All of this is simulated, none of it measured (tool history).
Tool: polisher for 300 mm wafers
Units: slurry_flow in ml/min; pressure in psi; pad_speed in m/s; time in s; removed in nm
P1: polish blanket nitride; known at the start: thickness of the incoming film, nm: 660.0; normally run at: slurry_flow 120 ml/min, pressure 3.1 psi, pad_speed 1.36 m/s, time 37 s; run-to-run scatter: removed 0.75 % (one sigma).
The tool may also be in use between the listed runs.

run	hour	slurry_flow	pressure	pad_speed	time	wafers polished on this pad	hours since the slurry nozzle was cleaned	hours since the head pressure was calibrated	removed
1	4.8	120	3.1	1.36	37	653	596.8	785.7	72.350
2	9.9	120	4.9	1.36	37	705	601.9	790.8	112.960
3	14.9	70	3.1	1.36	37	756	606.9	795.8	63.053
4	19.8	120	3.1	1.36	37	806	611.8	800.7	72.082
5	24.6	120	3.1	1.36	37	854	616.6	805.5	72.310
6	32.2	120	3.1	1.36	37	932	624.2	813.1	72.572
7	35.9	185	3.1	1.36	37	970	627.9	816.8	77.162
8	39.7	120	2.2	0.62	37	1008	631.7	820.6	27.611
9	45.7	120	3.1	0.76	37	1069	637.7	826.6	45.374
10	49.8	120	3.1	1.36	46	1111	641.8	830.7	88.836
11	57.2	120	4.2	0.86	37	1186	649.2	838.1	67.313
12	62.8	120	1.6	1.36	37	1243	654.8	843.7	37.672
13	70.1	175	3.1	1.36	49	1318	662.1	851.0	100.360
14	75.3	120	3.1	1.72	37	1371	667.3	856.2	86.749
15	82.8	120	3.1	1.36	19	1447	674.8	863.7	37.262
16	89.9	120	3.1	1.36	37	1519	681.9	870.8	71.766
17	97.0	120	3.1	1.36	37	1592	689.0	877.9	72.565
18	102.5	120	3.1	1.36	37	1648	694.5	883.4	71.638
19	105.9	120	3.1	1.36	37	1682	697.9	886.8	69.705
20	112.9	120	3.1	1.36	37	1754	704.9	893.8	67.434
# hour 118.0: head pressure recalibrated
21	118.2	120	3.1	1.36	37	1808	710.2	0.2	67.764
22	123.9	120	3.1	1.36	37	1866	715.9	5.9	67.260
23	128.9	120	3.1	1.36	37	1917	720.9	10.9	65.723
24	136.0	120	3.1	1.36	37	1989	728.0	18.0	66.124
25	142.0	120	3.1	1.36	37	2050	734.0	24.0	66.181
26	145.3	120	3.1	1.36	37	2084	737.3	27.3	66.743
27	150.1	120	3.1	1.36	37	2133	742.1	32.1	65.886

What P1 gives has crept away from where it was. These 2 causes fit the log equally well, each at the size given:
A: slurry flow missing at the pad, % = 29.8
B: removal rate lost through wear of the pad, % = 8.42
The creep began at about hour 97.0.
Why every other cause is out:
head's pressure below its setpoint, %: serviced at hour 118.0, which brought nothing back

4 check runs are offered, each on 5 wafers whose results are averaged, their results left as question marks. Which one tells the causes apart?
check 1	154.9	120	1.7	1.36	37				?
check 2	154.9	120	1.6	1.36	24				?
check 3	154.9	170	3.1	1.36	37				?
check 4	154.9	120	4.7	1.36	37				?

What each check would give under each cause:
check	result	if A	if B
check 1	removed	36.249	36.245
check 2	removed	22.130	22.127
check 3	removed	72.087	70.392
check 4	removed	100.220	100.210
How far apart the two closest causes lie, in the result that separates them most: check 1 0.01 %; check 2 0.01 %; check 3 2.38 %; check 4 0.01 %
Only check 3 tells the causes apart: in the others they would give nearly the same result.

Then check 3 was run and gave: removed 72.185 nm. Which cause is it?

It is A: slurry flow missing at the pad, %.
